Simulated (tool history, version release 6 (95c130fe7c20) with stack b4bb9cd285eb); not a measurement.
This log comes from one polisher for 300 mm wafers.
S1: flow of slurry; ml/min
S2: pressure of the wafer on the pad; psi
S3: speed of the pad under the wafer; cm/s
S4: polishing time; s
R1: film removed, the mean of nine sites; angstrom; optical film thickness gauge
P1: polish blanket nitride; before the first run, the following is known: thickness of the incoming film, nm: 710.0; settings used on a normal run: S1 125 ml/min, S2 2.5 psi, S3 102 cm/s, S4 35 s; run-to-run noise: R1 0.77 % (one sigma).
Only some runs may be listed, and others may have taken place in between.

run   hour   S1   S2   S3  S4      R1
  1    7.2  125  2.5  102  35  403.83
  2   15.3  125  2.5  102  35  409.82
  3   23.8  165  2.5  102  35  429.25
  4   30.9  125  2.5  102  49  577.45
  5   41.7  125  2.5  102  35  406.21
  6   48.9   75  2.5  102  49  501.75
  7   54.6  125  2.5  162  35  584.79
  8   64.7  125  2.5   64  35  276.88
  9   73.7  125  4.0  102  35  644.68
 10   79.1   75  2.5  102  35  354.39
 11   88.4  125  2.5  102  19  219.08
 12   95.7  125  2.5  102  35  409.21
 13  105.8  125  1.1  102  35  178.58
 14  112.7  125  2.5  102  35  402.64
 15  118.3  125  2.5  102  35  395.48
 16  125.8  125  2.5  102  35  388.88
 17  134.4  125  2.5  102  35  384.51
 18  143.7  125  2.5  102  35  377.72
 19  153.0  125  2.5  102  35  374.51
 20  164.1  125  2.5  102  35  372.42
 21  174.7  125  2.5  102  35  371.17
     177.2  -- head pressure recalibrated
 22  179.9  125  2.5  102  35  370.59
 23  186.8  125  2.5  102  35  365.96
 24  197.5  125  2.5  102  35  376.19
 25  206.1  125  2.5  102  35  365.69

P1 no longer gives what it gave before; its output has crept away from where it was. The following 2 causes, each at its listed size, fit the log equally well:
A: removal rate lost through wear of the pad, % = 9.51
B: slurry flow missing at the pad, % = 33.5
The gradual shift began around hour 112.7.
Ruled out, with reasons:
head's pressure below its setpoint, %: its service at hour 177.2 followed the start of the drift and did not put the process back to its old value

Consider the 4 single-wafer check runs listed below, results given as question marks: which one distinguishes between the causes by giving clearly different results for each?
check 1  214.7  125  3.9  152  35   ?
check 2  214.7  125  2.5  124  35   ?
check 3  214.7   75  1.2  102  35   ?
check 4  214.7  125  2.5  152  19   ?

Predicted outcomes, by check and by cause:
  check  result    if A    if B
check 1      R1  790.36  790.30
check 2      R1  430.49  430.46
check 3      R1  154.99  146.83
check 4      R1  275.03  275.01
Smallest distance between any two causes, each pair judged by its most separating result, in per cent: check 1 0.01 %; check 2 0.01 %; check 3 5.41 %; check 4 0.01 %
Only in check 3 would the causes give clearly different results; in the remaining checks their results would be nearly the same.

Check 3 has now been run. It gave: R1 155.33 angstrom. Which of the candidate causes is it?

Of the candidate causes, it is A: removal rate lost through wear of the pad, %.

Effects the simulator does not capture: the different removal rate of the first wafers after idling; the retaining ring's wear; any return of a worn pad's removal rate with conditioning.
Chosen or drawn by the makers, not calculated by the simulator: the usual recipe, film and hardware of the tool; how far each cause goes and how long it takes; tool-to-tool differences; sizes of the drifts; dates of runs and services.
